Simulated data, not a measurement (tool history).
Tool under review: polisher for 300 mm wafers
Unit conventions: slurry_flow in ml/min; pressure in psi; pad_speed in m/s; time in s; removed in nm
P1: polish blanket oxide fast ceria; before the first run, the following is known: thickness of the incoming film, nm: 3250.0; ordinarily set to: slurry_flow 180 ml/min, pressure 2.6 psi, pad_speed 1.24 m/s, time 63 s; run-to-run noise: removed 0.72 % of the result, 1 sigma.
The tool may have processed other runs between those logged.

| run | day | slurry_flow | pressure | pad_speed | time | wafers polished on this pad | hours since the slurry nozzle was cleaned | hours since the head pressure was calibrated | removed |
|---|---|---|---|---|---|---|---|---|---|
| 1 | 0.258 | 180 | 2.6 | 1.24 | 63 | 562 | 551.8 | 247.4 | 961.81 |
| 2 | 0.754 | 180 | 2.6 | 1.24 | 63 | 703 | 563.7 | 259.3 | 964.5 |
| 3 | 1.179 | 285 | 2.6 | 1.24 | 63 | 824 | 573.9 | 269.5 | 1003.3 |
| 4 | 1.433 | 180 | 2.6 | 1.24 | 82 | 896 | 580 | 275.6 | 1264.5 |
| 5 | 1.867 | 260 | 2.6 | 1.68 | 63 | 1019 | 590.4 | 286 | 1369.6 |
| 6 | 2.354 | 180 | 3.8 | 0.64 | 63 | 1158 | 602.1 | 297.7 | 719.68 |
| 7 | 2.654 | 180 | 2.6 | 1.24 | 63 | 1243 | 609.3 | 304.9 | 981.7 |
| 8 | 3.012 | 180 | 3.8 | 1.24 | 63 | 1345 | 617.9 | 313.5 | 1400.1 |
| 9 | 3.446 | 180 | 2.6 | 1.24 | 63 | 1468 | 628.3 | 323.9 | 966.2 |
| 10 | 3.946 | 180 | 2.6 | 1.24 | 63 | 1610 | 640.3 | 335.9 | 981.35 |
| 11 | 4.358 | 180 | 1.3 | 1.24 | 63 | 1728 | 650.2 | 345.8 | 487.24 |
| 12 | 4.646 | 180 | 2.6 | 1.24 | 63 | 1809 | 657.1 | 352.7 | 965.3 |
|  | 5.042 | slurry nozzle cleaned |
| 13 | 5.046 | 125 | 2.6 | 1.7 | 63 | 1923 | 0.1 | 362.3 | 1249.7 |
| 14 | 5.488 | 180 | 2.6 | 0.74 | 63 | 2049 | 10.7 | 372.9 | 576.04 |
| 15 | 5.746 | 180 | 2.6 | 1.98 | 63 | 2122 | 16.9 | 379.1 | 1552.5 |
| 16 | 6.288 | 180 | 2.6 | 1.24 | 63 | 2276 | 29.9 | 392.1 | 957.54 |
| 17 | 6.688 | 180 | 2.6 | 1.24 | 28 | 2390 | 39.5 | 401.7 | 432.7 |
| 18 | 6.996 | 110 | 2.6 | 1.24 | 63 | 2478 | 46.9 | 409.1 | 879.63 |
| 19 | 7.388 | 180 | 2.6 | 1.24 | 63 | 2589 | 56.3 | 418.5 | 984.1 |
| 20 | 7.75 | 180 | 2.6 | 1.24 | 63 | 2692 | 65 | 427.2 | 947.71 |
| 21 | 8.171 | 180 | 2.6 | 1.24 | 63 | 2812 | 75.1 | 437.3 | 919.08 |
| 22 | 8.488 | 180 | 2.6 | 1.24 | 63 | 2902 | 82.7 | 444.9 | 914.41 |
| 23 | 8.779 | 180 | 2.6 | 1.24 | 63 | 2985 | 89.7 | 451.9 | 914.77 |
| 24 | 9.033 | 180 | 2.6 | 1.24 | 63 | 3057 | 95.8 | 458 | 913.85 |
| 25 | 9.312 | 180 | 2.6 | 1.24 | 63 | 3137 | 102.5 | 464.7 | 907.05 |

What will run 26 give?
|  | 9.754 | head pressure recalibrated |
| 26 | 9.867 | 180 | 2.6 | 1.24 | 63 | 3294 | 115.8 | 2.8 | ? |

removed: 899.68 nm
